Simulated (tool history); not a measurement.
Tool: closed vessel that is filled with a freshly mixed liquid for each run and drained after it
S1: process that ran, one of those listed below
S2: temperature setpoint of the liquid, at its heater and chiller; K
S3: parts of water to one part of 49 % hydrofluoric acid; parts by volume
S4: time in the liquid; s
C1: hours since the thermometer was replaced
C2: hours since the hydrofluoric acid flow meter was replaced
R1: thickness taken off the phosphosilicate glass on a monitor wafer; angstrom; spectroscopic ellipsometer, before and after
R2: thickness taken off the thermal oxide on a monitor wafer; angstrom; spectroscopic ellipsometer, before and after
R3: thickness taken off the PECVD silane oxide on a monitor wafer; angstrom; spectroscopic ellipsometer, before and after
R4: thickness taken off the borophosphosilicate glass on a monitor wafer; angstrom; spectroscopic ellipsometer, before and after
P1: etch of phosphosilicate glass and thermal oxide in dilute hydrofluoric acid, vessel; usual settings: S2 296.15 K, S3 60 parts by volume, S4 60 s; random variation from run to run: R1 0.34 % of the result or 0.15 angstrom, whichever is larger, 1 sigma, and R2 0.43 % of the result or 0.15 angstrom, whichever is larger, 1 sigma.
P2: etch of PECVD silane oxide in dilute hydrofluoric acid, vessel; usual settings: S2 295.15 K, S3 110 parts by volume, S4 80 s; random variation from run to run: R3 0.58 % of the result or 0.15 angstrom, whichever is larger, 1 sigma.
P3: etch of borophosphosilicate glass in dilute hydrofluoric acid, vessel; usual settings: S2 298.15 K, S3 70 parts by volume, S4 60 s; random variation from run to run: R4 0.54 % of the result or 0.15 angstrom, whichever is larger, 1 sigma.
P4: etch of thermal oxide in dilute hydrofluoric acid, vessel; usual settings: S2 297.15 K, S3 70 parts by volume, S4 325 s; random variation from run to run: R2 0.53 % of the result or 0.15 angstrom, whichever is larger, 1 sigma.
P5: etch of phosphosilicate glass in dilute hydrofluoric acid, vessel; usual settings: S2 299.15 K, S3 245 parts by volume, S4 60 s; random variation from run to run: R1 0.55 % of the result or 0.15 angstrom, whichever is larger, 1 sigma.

{"run": 1, "hour": 19.3, "S1": "P1", "S2": 296.15, "S3": 60, "S4": 60, "C1": 1289.2, "C2": 429.5, "R1": 899.93, "R2": 47.209}
{"run": 2, "hour": 37.3, "S1": "P2", "S2": 295.15, "S3": 110, "S4": 115, "C1": 1307.2, "C2": 447.5, "R3": 279.34}
{"run": 3, "hour": 53.3, "S1": "P1", "S2": 296.15, "S3": 60, "S4": 60, "C1": 1323.2, "C2": 463.5, "R1": 893.2, "R2": 47.874}
{"run": 4, "hour": 65.2, "S1": "P3", "S2": 298.15, "S3": 70, "S4": 60, "C1": 1335.1, "C2": 475.4, "R4": 448.95}
{"run": 5, "hour": 81.4, "S1": "P1", "S2": 296.15, "S3": 110, "S4": 60, "C1": 1351.3, "C2": 491.6, "R1": 459.42, "R2": 24.436}
{"run": 6, "hour": 94.9, "S1": "P1", "S2": 296.15, "S3": 60, "S4": 60, "C1": 1364.8, "C2": 505.1, "R1": 896.63, "R2": 47.548}
{"run": 7, "hour": 106.5, "S1": "P4", "S2": 297.15, "S3": 70, "S4": 620, "C1": 1376.4, "C2": 516.7, "R2": 427.53}
{"run": 8, "hour": 115.1, "S1": "P3", "S2": 298.15, "S3": 115, "S4": 60, "C1": 1385, "C2": 525.3, "R4": 258.88}
{"run": 9, "hour": 130.3, "S1": "P1", "S2": 296.15, "S3": 60, "S4": 110, "C1": 1400.2, "C2": 540.5, "R1": 1630.7, "R2": 86.605}
{"run": 10, "hour": 141.6, "S1": "P1", "S2": 296.15, "S3": 60, "S4": 35, "C1": 1411.5, "C2": 551.8, "R1": 522.2, "R2": 27.631}
{"run": 11, "hour": 156.8, "S1": "P5", "S2": 299.15, "S3": 245, "S4": 30, "C1": 1426.7, "C2": 567, "R1": 175.57}
{"run": 12, "hour": 169.8, "S1": "P2", "S2": 295.15, "S3": 110, "S4": 80, "C1": 1439.7, "C2": 580, "R3": 193.34}
{"run": 13, "hour": 188.8, "S1": "P4", "S2": 297.15, "S3": 40, "S4": 325, "C1": 1458.7, "C2": 599, "R2": 409.27}
{"run": 14, "hour": 199.2, "S1": "P3", "S2": 298.15, "S3": 70, "S4": 110, "C1": 1469.1, "C2": 609.4, "R4": 829.33}
{"run": 15, "hour": 216.9, "S1": "P2", "S2": 295.15, "S3": 35, "S4": 80, "C1": 1486.8, "C2": 627.1, "R3": 671.88}
{"run": 16, "hour": 230.8, "S1": "P3", "S2": 304.15, "S3": 70, "S4": 60, "C1": 1500.7, "C2": 641, "R4": 565.64}
{"run": 17, "hour": 244.4, "S1": "P1", "S2": 296.15, "S3": 35, "S4": 60, "C1": 1514.3, "C2": 654.6, "R1": 1585.9, "R2": 83.941}
{"run": 18, "hour": 257.2, "S1": "P5", "S2": 299.15, "S3": 440, "S4": 60, "C1": 1527.1, "C2": 667.4, "R1": 162.37}
{"run": 19, "hour": 268.5, "S1": "P5", "S2": 299.15, "S3": 245, "S4": 60, "C1": 1538.4, "C2": 678.7, "R1": 351.83}
{"run": 20, "hour": 285.9, "S1": "P1", "S2": 303.65, "S3": 60, "S4": 60, "C1": 1555.8, "C2": 696.1, "R1": 1202.7, "R2": 63.48}
{"run": 21, "hour": 299.6, "S1": "P5", "S2": 305.15, "S3": 245, "S4": 60, "C1": 1569.5, "C2": 709.8, "R1": 425.51}

Run 22 comes next. What will it give?
{"run": 22, "hour": 312.9, "S1": "P1", "S2": 296.15, "S3": 60, "S4": 60, "C1": 1582.8, "C2": 723.1, "R1": "?", "R2": "?"}

{"run 22": {"R1": 896.03, "R2": 47.596}}
